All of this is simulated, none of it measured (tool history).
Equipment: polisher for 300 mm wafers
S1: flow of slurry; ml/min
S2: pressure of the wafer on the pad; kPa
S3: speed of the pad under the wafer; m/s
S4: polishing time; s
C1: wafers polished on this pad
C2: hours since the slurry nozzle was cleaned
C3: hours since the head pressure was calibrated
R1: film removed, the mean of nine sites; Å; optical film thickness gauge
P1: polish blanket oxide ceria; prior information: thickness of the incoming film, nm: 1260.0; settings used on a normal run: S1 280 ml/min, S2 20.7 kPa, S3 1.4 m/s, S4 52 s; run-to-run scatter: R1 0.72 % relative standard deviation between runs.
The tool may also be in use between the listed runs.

{"run": 1, "hour": 6.6, "S1": 280, "S2": 20.7, "S3": 1.4, "S4": 52, "C1": 598, "C2": 132.6, "C3": 483.5, "R1": 3299.4}
{"run": 2, "hour": 12.8, "S1": 170, "S2": 20.7, "S3": 1.4, "S4": 52, "C1": 669, "C2": 138.8, "C3": 489.7, "R1": 3139.2}
{"run": 3, "hour": 24.2, "S1": 280, "S2": 20.7, "S3": 2.2, "S4": 52, "C1": 801, "C2": 150.2, "C3": 501.1, "R1": 5186.6}
{"run": 4, "hour": 32.3, "S1": 280, "S2": 20.7, "S3": 0.64, "S4": 52, "C1": 894, "C2": 158.3, "C3": 509.2, "R1": 1507.3}
{"run": 5, "hour": 44.2, "S1": 280, "S2": 20.7, "S3": 1.4, "S4": 52, "C1": 1032, "C2": 170.2, "C3": 521.1, "R1": 3310.6}
{"run": 6, "hour": 52.4, "S1": 280, "S2": 20.7, "S3": 1.4, "S4": 72, "C1": 1126, "C2": 178.4, "C3": 529.3, "R1": 4645.3}
{"run": 7, "hour": 59.2, "S1": 385, "S2": 20.7, "S3": 1.4, "S4": 52, "C1": 1205, "C2": 185.2, "C3": 536.1, "R1": 3382.4}
{"run": 8, "hour": 66.9, "S1": 280, "S2": 20.7, "S3": 1.4, "S4": 52, "C1": 1294, "C2": 192.9, "C3": 543.8, "R1": 3288.4}
{"run": 9, "hour": 75.3, "S1": 280, "S2": 12.4, "S3": 1.96, "S4": 52, "C1": 1391, "C2": 201.3, "C3": 552.2, "R1": 2836.1}
{"run": 10, "hour": 81.6, "S1": 170, "S2": 20.7, "S3": 1.96, "S4": 52, "C1": 1463, "C2": 207.6, "C3": 558.5, "R1": 4439.5}
{"run": 11, "hour": 87.8, "S1": 280, "S2": 20.7, "S3": 1.4, "S4": 52, "C1": 1535, "C2": 213.8, "C3": 564.7, "R1": 3311.9}
{"run": 12, "hour": 99.1, "S1": 280, "S2": 10.3, "S3": 1.4, "S4": 52, "C1": 1665, "C2": 225.1, "C3": 576, "R1": 1649.5}
{"run": 13, "hour": 110.7, "S1": 200, "S2": 9.7, "S3": 1.4, "S4": 52, "C1": 1799, "C2": 236.7, "C3": 587.6, "R1": 1483.2}
{"run": 14, "hour": 118.4, "S1": 280, "S2": 31.7, "S3": 1.4, "S4": 52, "C1": 1888, "C2": 244.4, "C3": 595.3, "R1": 5022}
{"run": 15, "hour": 128.0, "S1": 280, "S2": 20.7, "S3": 1.4, "S4": 28, "C1": 1999, "C2": 254, "C3": 604.9, "R1": 1770.9}
{"run": 16, "hour": 134.6, "S1": 280, "S2": 20.7, "S3": 1.4, "S4": 52, "C1": 2075, "C2": 260.6, "C3": 611.5, "R1": 3303}
{"run": 17, "hour": 145.9, "S1": 280, "S2": 20.7, "S3": 1.4, "S4": 52, "C1": 2205, "C2": 271.9, "C3": 622.8, "R1": 3284.2}
{"run": 18, "hour": 155.5, "S1": 280, "S2": 20.7, "S3": 1.4, "S4": 52, "C1": 2316, "C2": 281.5, "C3": 632.4, "R1": 3349.7}
{"run": 19, "hour": 163.2, "S1": 280, "S2": 20.7, "S3": 1.4, "S4": 52, "C1": 2405, "C2": 289.2, "C3": 640.1, "R1": 3363.8}
{"run": 20, "hour": 172.4, "S1": 280, "S2": 20.7, "S3": 1.4, "S4": 52, "C1": 2511, "C2": 298.4, "C3": 649.3, "R1": 3299.6}
{"run": 21, "hour": 184.6, "S1": 280, "S2": 20.7, "S3": 1.4, "S4": 52, "C1": 2652, "C2": 310.6, "C3": 661.5, "R1": 3237.8}
{"run": 22, "hour": 195.3, "S1": 280, "S2": 20.7, "S3": 1.4, "S4": 52, "C1": 2775, "C2": 321.3, "C3": 672.2, "R1": 3186.7}
{"hour": 196.2, "done": "head pressure recalibrated"}
{"run": 23, "hour": 205.6, "S1": 280, "S2": 20.7, "S3": 1.4, "S4": 52, "C1": 2894, "C2": 331.6, "C3": 9.4, "R1": 3156.5}
{"run": 24, "hour": 214.6, "S1": 280, "S2": 20.7, "S3": 1.4, "S4": 52, "C1": 2998, "C2": 340.6, "C3": 18.4, "R1": 3144.3}
{"run": 25, "hour": 221.9, "S1": 280, "S2": 20.7, "S3": 1.4, "S4": 52, "C1": 3082, "C2": 347.9, "C3": 25.7, "R1": 3156.4}
{"run": 26, "hour": 230.6, "S1": 280, "S2": 20.7, "S3": 1.4, "S4": 52, "C1": 3183, "C2": 356.6, "C3": 34.4, "R1": 3176.6}
{"run": 27, "hour": 236.7, "S1": 280, "S2": 20.7, "S3": 1.4, "S4": 52, "C1": 3253, "C2": 362.7, "C3": 40.5, "R1": 3189}
{"run": 28, "hour": 249.0, "S1": 280, "S2": 20.7, "S3": 1.4, "S4": 52, "C1": 3395, "C2": 375, "C3": 52.8, "R1": 3183.3}

P1 no longer gives what it gave before; its output has crept away from where it was. The following 2 causes, each at its listed size, fit the log equally well:
A: slurry flow missing at the pad, % = 33.2
B: removal rate lost through wear of the pad, % = 4.65
At approximately hour 163.2, the process output began to creep.
Excluded causes, each with its reason:
head's pressure below its setpoint, %: serviced at hour 196.2, after the drift had started, without restoring the earlier output

Below are 4 check runs, each averaged over 5 wafers, with their results shown as question marks. Which of them would give clearly different results depending on which cause is behind the drift?
{"run": "check 1", "hour": 261.3, "S1": 280, "S2": 28.3, "S3": 1.4, "S4": 52, "R1": "?"}
{"run": "check 2", "hour": 261.3, "S1": 280, "S2": 20.7, "S3": 1.76, "S4": 52, "R1": "?"}
{"run": "check 3", "hour": 261.3, "S1": 170, "S2": 20.7, "S3": 1.06, "S4": 52, "R1": "?"}
{"run": "check 4", "hour": 261.3, "S1": 340, "S2": 20.7, "S3": 1.4, "S4": 52, "R1": "?"}

Outcome of each check run for each possible cause:
check=check_1 result=R1 if_A=4314.7 if_B=4315.1
check=check_2 result=R1 if_A=3969 if_B=3969.3
check=check_3 result=R1 if_A=2184.3 if_B=2247.1
check=check_4 result=R1 if_A=3237.8 if_B=3212.1
Gap, in per cent, between the two causes that each check separates least, read from the result that separates them most: check 1 0.01 %; check 2 0.01 %; check 3 2.83 %; check 4 0.8 %
Only check 3 tells the causes apart: in the others they would give nearly the same result.

After running check 3, the following was obtained: R1 2255.8 Å. Which cause does this point to?

It is B: removal rate lost through wear of the pad, %.

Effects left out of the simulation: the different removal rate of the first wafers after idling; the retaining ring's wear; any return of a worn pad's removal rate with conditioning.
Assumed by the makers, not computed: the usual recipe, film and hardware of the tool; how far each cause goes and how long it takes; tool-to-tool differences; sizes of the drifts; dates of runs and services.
